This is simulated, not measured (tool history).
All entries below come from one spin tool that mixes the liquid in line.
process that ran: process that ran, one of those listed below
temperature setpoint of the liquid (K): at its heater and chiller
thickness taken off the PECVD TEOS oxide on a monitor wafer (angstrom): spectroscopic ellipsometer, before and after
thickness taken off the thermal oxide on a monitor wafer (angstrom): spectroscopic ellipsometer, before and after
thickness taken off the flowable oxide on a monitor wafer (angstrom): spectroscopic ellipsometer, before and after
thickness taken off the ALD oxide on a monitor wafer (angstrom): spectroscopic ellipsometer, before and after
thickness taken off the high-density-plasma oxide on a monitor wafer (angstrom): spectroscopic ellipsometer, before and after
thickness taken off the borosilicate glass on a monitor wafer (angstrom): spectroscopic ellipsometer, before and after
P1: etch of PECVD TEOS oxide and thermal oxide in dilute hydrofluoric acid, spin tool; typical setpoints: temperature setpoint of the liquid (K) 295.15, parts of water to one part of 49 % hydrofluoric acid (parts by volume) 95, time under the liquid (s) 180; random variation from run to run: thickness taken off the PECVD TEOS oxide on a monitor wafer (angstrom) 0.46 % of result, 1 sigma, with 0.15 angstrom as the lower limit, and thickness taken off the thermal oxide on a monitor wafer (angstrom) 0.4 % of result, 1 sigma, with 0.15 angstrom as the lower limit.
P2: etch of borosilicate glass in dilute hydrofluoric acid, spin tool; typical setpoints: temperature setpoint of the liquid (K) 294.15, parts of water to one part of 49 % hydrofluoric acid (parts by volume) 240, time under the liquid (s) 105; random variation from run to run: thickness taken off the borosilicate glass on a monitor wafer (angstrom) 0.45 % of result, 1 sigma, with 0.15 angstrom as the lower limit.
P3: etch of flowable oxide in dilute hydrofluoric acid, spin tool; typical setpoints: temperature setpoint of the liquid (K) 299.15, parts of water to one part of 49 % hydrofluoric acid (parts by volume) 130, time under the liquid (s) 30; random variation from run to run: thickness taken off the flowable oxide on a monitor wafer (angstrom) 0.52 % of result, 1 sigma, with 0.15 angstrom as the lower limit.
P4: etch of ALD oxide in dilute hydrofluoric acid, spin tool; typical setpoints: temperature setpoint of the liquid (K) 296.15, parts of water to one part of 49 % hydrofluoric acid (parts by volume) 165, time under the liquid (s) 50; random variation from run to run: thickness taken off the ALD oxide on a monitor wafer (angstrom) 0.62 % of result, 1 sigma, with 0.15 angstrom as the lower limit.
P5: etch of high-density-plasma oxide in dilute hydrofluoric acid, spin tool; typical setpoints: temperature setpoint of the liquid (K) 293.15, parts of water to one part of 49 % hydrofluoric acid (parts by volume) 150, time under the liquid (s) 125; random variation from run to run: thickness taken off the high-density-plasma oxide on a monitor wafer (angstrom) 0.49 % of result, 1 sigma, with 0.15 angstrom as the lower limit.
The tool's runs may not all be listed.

| run | hour | process that ran | temperature setpoint of the liquid (K) | parts of water to one part of 49 % hydrofluoric acid (parts by volume) | time under the liquid (s) | hours since the thermometer was replaced | hours since the hydrofluoric acid flow meter was replaced | thickness taken off the PECVD TEOS oxide on a monitor wafer (angstrom) | thickness taken off the thermal oxide on a monitor wafer (angstrom) | thickness taken off the flowable oxide on a monitor wafer (angstrom) | thickness taken off the ALD oxide on a monitor wafer (angstrom) | thickness taken off the high-density-plasma oxide on a monitor wafer (angstrom) | thickness taken off the borosilicate glass on a monitor wafer (angstrom) |
|---|---|---|---|---|---|---|---|---|---|---|---|---|---|
| 1 | 12 | P1 | 295.15 | 95 | 180 | 1203.5 | 575.3 | 164.82 | 80.011 |  |  |  |  |
| 2 | 30.4 | P3 | 299.15 | 130 | 50 | 1221.9 | 593.7 |  |  | 204.09 |  |  |  |
| 3 | 43.8 | P1 | 295.15 | 95 | 180 | 1235.3 | 607.1 | 165.71 | 79.627 |  |  |  |  |
| 4 | 56 | P4 | 290.15 | 165 | 50 | 1247.5 | 619.3 |  |  |  | 37.878 |  |  |
| 5 | 72.6 | P5 | 290.15 | 150 | 125 | 1264.1 | 635.9 |  |  |  |  | 55.028 |  |
| 6 | 81.6 | P4 | 296.15 | 165 | 50 | 1273.1 | 644.9 |  |  |  | 48.573 |  |  |
| 7 | 96.8 | P1 | 299.15 | 95 | 180 | 1288.3 | 660.1 | 192.34 | 93.146 |  |  |  |  |
| 8 | 105.2 | P4 | 296.15 | 165 | 15 | 1296.7 | 668.5 |  |  |  | 14.481 |  |  |
| 9 | 119.6 | P2 | 294.15 | 240 | 105 | 1311.1 | 682.9 |  |  |  |  |  | 94.645 |
| 10 | 133.5 | P1 | 295.15 | 95 | 180 | 1325 | 696.8 | 165.7 | 79.548 |  |  |  |  |
| 11 | 148.7 | P1 | 295.15 | 95 | 75 | 1340.2 | 712 | 69.008 | 33.235 |  |  |  |  |
| 12 | 157.3 | P1 | 295.15 | 160 | 180 | 1348.8 | 720.6 | 90.314 | 44.07 |  |  |  |  |
| 13 | 166.3 | P1 | 295.15 | 95 | 180 | 1357.8 | 729.6 | 164.6 | 79.905 |  |  |  |  |
| 14 | 184.8 | P4 | 296.15 | 165 | 50 | 1376.3 | 748.1 |  |  |  | 48.949 |  |  |
| 15 | 198.4 | P4 | 296.15 | 100 | 50 | 1389.9 | 761.7 |  |  |  | 86.102 |  |  |
| 16 | 215.7 | P2 | 294.15 | 410 | 105 | 1407.2 | 779 |  |  |  |  |  | 48.263 |
| 17 | 233.3 | P1 | 301.15 | 95 | 15 | 1424.8 | 796.6 | 17.407 | 8.3235 |  |  |  |  |
| 18 | 246.6 | P2 | 294.15 | 240 | 105 | 1438.1 | 809.9 |  |  |  |  |  | 95.174 |
| 19 | 261.5 | P5 | 293.15 | 270 | 125 | 1453 | 824.8 |  |  |  |  | 30.504 |  |
| 20 | 271.3 | P3 | 291.15 | 130 | 30 | 1462.8 | 834.6 |  |  | 88.48 |  |  |  |
| 21 | 280.1 | P1 | 295.15 | 95 | 265 | 1471.6 | 843.4 | 242.46 | 117.3 |  |  |  |  |
| 22 | 297.2 | P1 | 290.15 | 95 | 180 | 1488.7 | 860.5 | 134.82 | 64.757 |  |  |  |  |
| 23 | 311.6 | P1 | 295.15 | 95 | 180 | 1503.1 | 874.9 | 165.74 | 79.96 |  |  |  |  |
| 24 | 320.1 | P1 | 295.15 | 20 | 180 | 1511.6 | 883.4 | 861.7 | 417.52 |  |  |  |  |
| 25 | 335.2 | P3 | 299.15 | 130 | 30 | 1526.7 | 898.5 |  |  | 121.62 |  |  |  |
| 26 | 344.4 | P5 | 293.15 | 150 | 55 | 1535.9 | 907.7 |  |  |  |  | 26.982 |  |
| 27 | 361.7 | P3 | 299.15 | 130 | 30 | 1553.2 | 925 |  |  | 122.33 |  |  |  |
| 28 | 370.6 | P2 | 302.65 | 240 | 105 | 1562.1 | 933.9 |  |  |  |  |  | 129.12 |
| 29 | 386.7 | P5 | 293.15 | 150 | 125 | 1578.2 | 950 |  |  |  |  | 61.213 |  |
| 30 | 394.8 | P2 | 294.15 | 240 | 15 | 1586.3 | 958.1 |  |  |  |  |  | 13.91 |
| 31 | 410.5 | P1 | 295.15 | 95 | 180 | 1602 | 973.8 | 164.64 | 79.452 |  |  |  |  |
| 32 | 424.8 | P1 | 295.15 | 95 | 180 | 1616.3 | 988.1 | 165.14 | 79.909 |  |  |  |  |
| 33 | 434.6 | P3 | 299.15 | 225 | 30 | 1626.1 | 997.9 |  |  | 62.683 |  |  |  |
| 34 | 443.8 | P1 | 295.15 | 95 | 180 | 1635.3 | 1007.1 | 164.56 | 80.217 |  |  |  |  |
| 35 | 460.4 | P1 | 295.15 | 95 | 180 | 1651.9 | 1023.7 | 158.57 | 77.422 |  |  |  |  |
| 36 | 469.2 | P1 | 295.15 | 95 | 180 | 1660.7 | 1032.5 | 155.88 | 76.807 |  |  |  |  |
| 37 | 481.7 | P1 | 295.15 | 95 | 180 | 1673.2 | 1045 | 154.79 | 75.188 |  |  |  |  |
| 38 | 497.8 | P1 | 295.15 | 95 | 180 | 1689.3 | 1061.1 | 152.79 | 73.97 |  |  |  |  |
| 39 | 512.4 | P1 | 295.15 | 95 | 180 | 1703.9 | 1075.7 | 152.1 | 73.709 |  |  |  |  |
| 40 | 526.4 | P1 | 295.15 | 95 | 180 | 1717.9 | 1089.7 | 152.35 | 73.28 |  |  |  |  |
| 41 | 537.5 | P1 | 295.15 | 95 | 180 | 1729 | 1100.8 | 151.24 | 73.532 |  |  |  |  |
| 42 | 555.6 | P1 | 295.15 | 95 | 180 | 1747.1 | 1118.9 | 151.62 | 73.765 |  |  |  |  |
| 43 | 569.2 | P1 | 295.15 | 95 | 180 | 1760.7 | 1132.5 | 152.3 | 72.795 |  |  |  |  |

What P1 gives has crept away from where it was. These 2 causes fit the log equally well, each at the size given:
A: liquid colder than its thermometer reads (K) = 2.16
B: hydrofluoric acid flow below the setpoint (%) = 7.59
At approximately hour 443.8, the process output began to creep.

Which of the check runs below tells the causes apart, meaning the causes would give it clearly different results? Each run uses 5 wafers whose results are averaged, and each result is shown as a question mark.
| check 1 | 582.8 | P5 | 293.15 | 150 | 75 |  |  |  |  |  |  | ? |  |
| check 2 | 582.8 | P4 | 290.15 | 165 | 25 |  |  |  |  |  | ? |  |  |
| check 3 | 582.8 | P2 | 294.15 | 405 | 50 |  |  |  |  |  |  |  | ? |
| check 4 | 582.8 | P3 | 295.15 | 130 | 30 |  |  |  |  | ? |  |  |  |

Check results expected under each cause:
| check | result | if A | if B |
|---|---|---|---|
| check 1 | thickness taken off the high-density-plasma oxide on a monitor wafer (angstrom) | 33.845 | 33.684 |
| check 2 | thickness taken off the ALD oxide on a monitor wafer (angstrom) | 17.514 | 17.462 |
| check 3 | thickness taken off the borosilicate glass on a monitor wafer (angstrom) | 21.449 | 20.78 |
| check 4 | thickness taken off the flowable oxide on a monitor wafer (angstrom) | 96.095 | 95.658 |
Separation of the two closest causes in each check, using whichever result separates them best: check 1 0.48 %; check 2 0.3 %; check 3 3.17 %; check 4 0.46 %
Check 3 tells the causes apart: in the others they would give nearly the same result.

Then check 3 was run and gave: thickness taken off the borosilicate glass on a monitor wafer (angstrom) 21.494. Which cause is it?

A is the cause: liquid colder than its thermometer reads (K).
